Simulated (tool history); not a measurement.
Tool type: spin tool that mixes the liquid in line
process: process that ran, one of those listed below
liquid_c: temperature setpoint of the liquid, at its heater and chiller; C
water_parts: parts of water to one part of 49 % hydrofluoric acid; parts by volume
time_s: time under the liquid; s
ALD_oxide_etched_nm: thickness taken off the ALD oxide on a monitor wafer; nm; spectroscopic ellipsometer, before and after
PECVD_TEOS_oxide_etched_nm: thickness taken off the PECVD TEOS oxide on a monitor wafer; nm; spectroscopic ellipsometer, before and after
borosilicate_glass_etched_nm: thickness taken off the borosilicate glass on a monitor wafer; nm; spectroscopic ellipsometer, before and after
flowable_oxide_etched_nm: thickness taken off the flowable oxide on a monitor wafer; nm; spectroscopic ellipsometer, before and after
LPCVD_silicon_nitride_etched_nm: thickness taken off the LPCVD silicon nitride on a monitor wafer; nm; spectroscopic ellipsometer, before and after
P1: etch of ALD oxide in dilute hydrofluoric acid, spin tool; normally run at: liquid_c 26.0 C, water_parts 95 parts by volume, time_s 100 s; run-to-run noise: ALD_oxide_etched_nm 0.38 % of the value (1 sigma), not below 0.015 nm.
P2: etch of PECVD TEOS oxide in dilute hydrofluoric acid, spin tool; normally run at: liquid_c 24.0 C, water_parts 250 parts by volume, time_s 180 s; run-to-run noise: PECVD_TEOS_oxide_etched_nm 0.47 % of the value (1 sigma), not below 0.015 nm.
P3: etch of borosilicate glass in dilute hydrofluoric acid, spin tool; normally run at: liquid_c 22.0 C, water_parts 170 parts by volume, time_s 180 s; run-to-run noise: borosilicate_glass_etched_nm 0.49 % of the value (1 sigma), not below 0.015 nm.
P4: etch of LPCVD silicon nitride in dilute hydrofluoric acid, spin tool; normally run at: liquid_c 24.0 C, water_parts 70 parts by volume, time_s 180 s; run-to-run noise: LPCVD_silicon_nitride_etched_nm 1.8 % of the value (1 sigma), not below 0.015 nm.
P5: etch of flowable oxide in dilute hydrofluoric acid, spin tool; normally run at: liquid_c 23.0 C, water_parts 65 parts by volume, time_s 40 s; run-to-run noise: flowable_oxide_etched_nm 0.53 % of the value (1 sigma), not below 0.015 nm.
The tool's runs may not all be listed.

| run | hour | process | liquid_c | water_parts | time_s | ALD_oxide_etched_nm | PECVD_TEOS_oxide_etched_nm | borosilicate_glass_etched_nm | flowable_oxide_etched_nm | LPCVD_silicon_nitride_etched_nm |
|---|---|---|---|---|---|---|---|---|---|---|
| 1 | 9.9 | P1 | 26.0 | 95 | 100 | 11.1790 |  |  |  |  |
| 2 | 20.6 | P1 | 26.0 | 95 | 100 | 11.1710 |  |  |  |  |
| 3 | 29.4 | P1 | 26.0 | 60 | 100 | 18.4100 |  |  |  |  |
| 4 | 40.8 | P2 | 17.0 | 250 | 180 |  | 4.6706 |  |  |  |
| 5 | 52.8 | P1 | 26.0 | 95 | 100 | 11.2260 |  |  |  |  |
| 6 | 59.3 | P1 | 26.0 | 95 | 100 | 11.1530 |  |  |  |  |
| 7 | 70.8 | P3 | 22.0 | 170 | 340 |  |  | 36.635 |  |  |
| 8 | 82.0 | P3 | 17.0 | 170 | 180 |  |  | 15.979 |  |  |
|  | 91.2 | thermometer replaced |
| 9 | 94.1 | P5 | 17.0 | 65 | 40 |  |  |  | 11.5140 |  |
| 10 | 105.2 | P4 | 30.0 | 70 | 180 |  |  |  |  | 1.70470 |
| 11 | 115.8 | P3 | 22.0 | 290 | 180 |  |  | 10.193 |  |  |
| 12 | 127.5 | P1 | 26.0 | 95 | 20 | 2.2444 |  |  |  |  |
| 13 | 136.7 | P4 | 24.0 | 70 | 180 |  |  |  |  | 1.13630 |
| 14 | 145.1 | P1 | 26.0 | 95 | 100 | 11.1420 |  |  |  |  |
| 15 | 152.3 | P1 | 19.0 | 95 | 100 | 8.4515 |  |  |  |  |
| 16 | 164.9 | P2 | 24.0 | 250 | 180 |  | 6.0372 |  |  |  |
| 17 | 177.6 | P2 | 24.0 | 110 | 180 |  | 15.9750 |  |  |  |
| 18 | 189.3 | P3 | 22.0 | 170 | 180 |  |  | 19.437 |  |  |
| 19 | 201.4 | P2 | 24.0 | 250 | 180 |  | 6.0352 |  |  |  |
| 20 | 213.4 | P5 | 23.0 | 65 | 40 |  |  |  | 14.7810 |  |
| 21 | 224.4 | P4 | 24.0 | 70 | 95 |  |  |  |  | 0.62841 |
| 22 | 233.1 | P4 | 24.0 | 25 | 180 |  |  |  |  | 3.14870 |
| 23 | 239.7 | P1 | 33.5 | 55 | 100 | 27.3510 |  |  |  |  |

Run 24, settings as shown, results not yet in. Your forecast:
| 24 | 251.4 | P5 | 23.0 | 110 | 40 |  |  |  | ? |  |

Run 24 yielded flowable_oxide_etched_nm 8.3151 nm.
